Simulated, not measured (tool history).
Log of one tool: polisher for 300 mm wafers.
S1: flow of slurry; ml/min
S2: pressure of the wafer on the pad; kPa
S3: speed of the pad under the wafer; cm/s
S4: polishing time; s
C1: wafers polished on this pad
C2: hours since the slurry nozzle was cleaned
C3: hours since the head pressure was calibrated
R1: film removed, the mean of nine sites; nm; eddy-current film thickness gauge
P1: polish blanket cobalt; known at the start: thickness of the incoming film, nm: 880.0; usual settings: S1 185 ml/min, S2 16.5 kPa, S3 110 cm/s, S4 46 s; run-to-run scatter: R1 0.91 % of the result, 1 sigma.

run 1 hour=9.5 | S1=185 S2=16.5 S3=110 S4=46 | C1=351 C2=474.2 C3=639.6 | R1=295.12
run 2 hour=18.2 | S1=185 S2=16.5 S3=110 S4=46 | C1=457 C2=482.9 C3=648.3 | R1=297.56
run 3 hour=26.7 | S1=185 S2=10.3 S3=110 S4=46 | C1=560 C2=491.4 C3=656.8 | R1=189.22
run 4 hour=34.9 | S1=185 S2=21.4 S3=110 S4=58 | C1=660 C2=499.6 C3=665 | R1=489.03
run 5 hour=42.3 | S1=185 S2=16.5 S3=110 S4=69 | C1=750 C2=507 C3=672.4 | R1=446.83
run 6 hour=48.3 | S1=185 S2=16.5 S3=110 S4=46 | C1=823 C2=513 C3=678.4 | R1=295.2
run 7 hour=55.6 | S1=185 S2=16.5 S3=110 S4=46 | C1=911 C2=520.3 C3=685.7 | R1=299.74
run 8 hour=60.9 | S1=185 S2=16.5 S3=110 S4=26 | C1=976 C2=525.6 C3=691 | R1=169.19
run 9 hour=65.2 | S1=185 S2=16.5 S3=110 S4=46 | C1=1028 C2=529.9 C3=695.3 | R1=296.27
run 10 hour=74.9 | S1=185 S2=25.5 S3=110 S4=46 | C1=1146 C2=539.6 C3=705 | R1=457.9
run 11 hour=84.3 | S1=185 S2=16.5 S3=110 S4=46 | C1=1260 C2=549 C3=714.4 | R1=299.1
run 12 hour=89.2 | S1=285 S2=16.5 S3=110 S4=46 | C1=1320 C2=553.9 C3=719.3 | R1=312.93
run 13 hour=96.4 | S1=185 S2=16.5 S3=50 S4=46 | C1=1407 C2=561.1 C3=726.5 | R1=135.6
run 14 hour=101.6 | S1=110 S2=16.5 S3=110 S4=46 | C1=1470 C2=566.3 C3=731.7 | R1=275.13
run 15 hour=106 | S1=185 S2=16.5 S3=110 S4=46 | C1=1524 C2=570.7 C3=736.1 | R1=299.57
run 16 hour=111.6 | S1=185 S2=21.4 S3=110 S4=63 | C1=1592 C2=576.3 C3=741.7 | R1=520.6
run 17 hour=115.9 | S1=250 S2=12.4 S3=110 S4=46 | C1=1644 C2=580.6 C3=746 | R1=235.56
run 18 hour=120.6 | S1=185 S2=16.5 S3=174 S4=46 | C1=1701 C2=585.3 C3=750.7 | R1=477.44
run 19 hour=126.6 | S1=185 S2=16.5 S3=110 S4=46 | C1=1774 C2=591.3 C3=756.7 | R1=300.61
run 20 hour=132 | S1=185 S2=16.5 S3=110 S4=46 | C1=1840 C2=596.7 C3=762.1 | R1=290.61
run 21 hour=138.5 | S1=185 S2=16.5 S3=110 S4=46 | C1=1919 C2=603.2 C3=768.6 | R1=279.98
-- hour=142.9 worn pad replaced by a new one
run 22 hour=147.2 | S1=185 S2=16.5 S3=110 S4=46 | C1=53 C2=611.9 C3=777.3 | R1=272.68
run 23 hour=153.7 | S1=185 S2=16.5 S3=110 S4=46 | C1=132 C2=618.4 C3=783.8 | R1=281.11
run 24 hour=160.1 | S1=185 S2=16.5 S3=110 S4=46 | C1=210 C2=624.8 C3=790.2 | R1=272.92
run 25 hour=165.5 | S1=185 S2=16.5 S3=110 S4=46 | C1=275 C2=630.2 C3=795.6 | R1=275.03

What P1 gives has crept away from where it was. These 2 causes fit the log equally well, each at the size given:
A: slurry flow missing at the pad, % = 37.7
B: head's pressure below its setpoint, % = 8.12
The creep began at about hour 126.6.
Why every other cause is out:
removal rate lost through wear of the pad, %: serviced at hour 142.9, which brought nothing back

4 check runs are offered, each on 2 wafers whose results are averaged, their results left as question marks. Which one tells the causes apart?
run check 1 hour=170.9 | S1=110 S2=24.1 S3=110 S4=46 | R1=?
run check 2 hour=170.9 | S1=185 S2=22.1 S3=50 S4=46 | R1=?
run check 3 hour=170.9 | S1=185 S2=23.4 S3=160 S4=46 | R1=?
run check 4 hour=170.9 | S1=185 S2=16.5 S3=154 S4=69 | R1=?

What each check would give under each cause:
check=check_1 result=R1 if_A=347.45 if_B=365.17
check=check_2 result=R1 if_A=166.91 if_B=166.89
check=check_3 result=R1 if_A=567.51 if_B=567.43
check=check_4 result=R1 if_A=578.36 if_B=578.28
How far apart the two closest causes lie, in the result that separates them most: check 1 4.97 %; check 2 0.01 %; check 3 0.01 %; check 4 0.01 %
Check 1 tells the causes apart: in the others they would give nearly the same result.

Check 1 was then run and gave: R1 368.27 nm. Which cause is it?

It is B: head's pressure below its setpoint, %.

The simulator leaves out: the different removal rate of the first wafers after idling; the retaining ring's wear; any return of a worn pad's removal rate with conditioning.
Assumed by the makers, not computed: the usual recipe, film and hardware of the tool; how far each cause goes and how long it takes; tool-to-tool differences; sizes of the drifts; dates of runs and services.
